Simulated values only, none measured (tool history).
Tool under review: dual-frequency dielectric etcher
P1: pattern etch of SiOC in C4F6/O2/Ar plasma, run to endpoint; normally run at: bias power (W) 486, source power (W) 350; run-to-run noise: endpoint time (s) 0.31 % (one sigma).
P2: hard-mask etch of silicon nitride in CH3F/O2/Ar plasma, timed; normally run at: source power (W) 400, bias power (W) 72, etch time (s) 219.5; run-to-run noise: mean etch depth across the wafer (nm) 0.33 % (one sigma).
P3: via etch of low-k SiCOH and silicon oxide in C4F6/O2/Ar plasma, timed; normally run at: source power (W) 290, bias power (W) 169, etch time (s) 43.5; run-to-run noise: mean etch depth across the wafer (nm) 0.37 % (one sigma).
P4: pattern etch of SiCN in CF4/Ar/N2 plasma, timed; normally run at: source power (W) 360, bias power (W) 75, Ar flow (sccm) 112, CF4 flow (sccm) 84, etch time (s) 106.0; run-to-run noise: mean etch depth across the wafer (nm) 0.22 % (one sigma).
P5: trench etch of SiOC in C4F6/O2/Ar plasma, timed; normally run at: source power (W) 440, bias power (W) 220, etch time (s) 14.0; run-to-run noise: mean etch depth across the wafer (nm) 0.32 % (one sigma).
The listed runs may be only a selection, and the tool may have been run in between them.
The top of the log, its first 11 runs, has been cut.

run,hour,process that ran,bias power (W),source power (W),etch time (s),Ar flow (sccm),CF4 flow (sccm),endpoint time (s),mean etch depth across the wafer (nm)
12,146.0,P2,72,400,219.5,,,,152.930
13,159.4,P1,486,350,,,,9.1251,
14,171.0,P5,297,440,14.0,,,,35.310
15,181.7,P2,72,500,219.5,,,,166.140
16,191.2,P4,75,450,106.0,112,84,,90.338
17,206.7,P5,220,330,14.0,,,,28.558
18,221.6,P4,105,360,106.0,112,84,,84.096
19,230.2,P1,330,350,,,,10.5380,
20,246.8,P4,75,360,106.0,112,66,,71.806
21,261.4,P2,72,400,270.0,,,,187.300
22,276.3,P3,117,290,43.5,,,,78.114
23,288.2,P5,220,440,14.0,,,,31.856
24,300.4,P3,169,290,29.0,,,,58.602
25,315.1,P5,220,440,14.0,,,,31.949
26,327.0,P4,75,360,73.5,112,84,,51.337
27,339.5,P4,75,360,106.0,91,84,,76.290
28,351.3,P1,659,350,,,,8.0961,
29,360.1,P1,321,450,,,,9.6342,
30,374.1,P1,486,350,,,,9.1318,
31,385.0,P1,486,350,,,,9.1659,

Run 32 is up next; what results do you expect?
32,395.6,P1,486,350,,,,?,

{"run 32": {"endpoint time (s)": 9.2313}}

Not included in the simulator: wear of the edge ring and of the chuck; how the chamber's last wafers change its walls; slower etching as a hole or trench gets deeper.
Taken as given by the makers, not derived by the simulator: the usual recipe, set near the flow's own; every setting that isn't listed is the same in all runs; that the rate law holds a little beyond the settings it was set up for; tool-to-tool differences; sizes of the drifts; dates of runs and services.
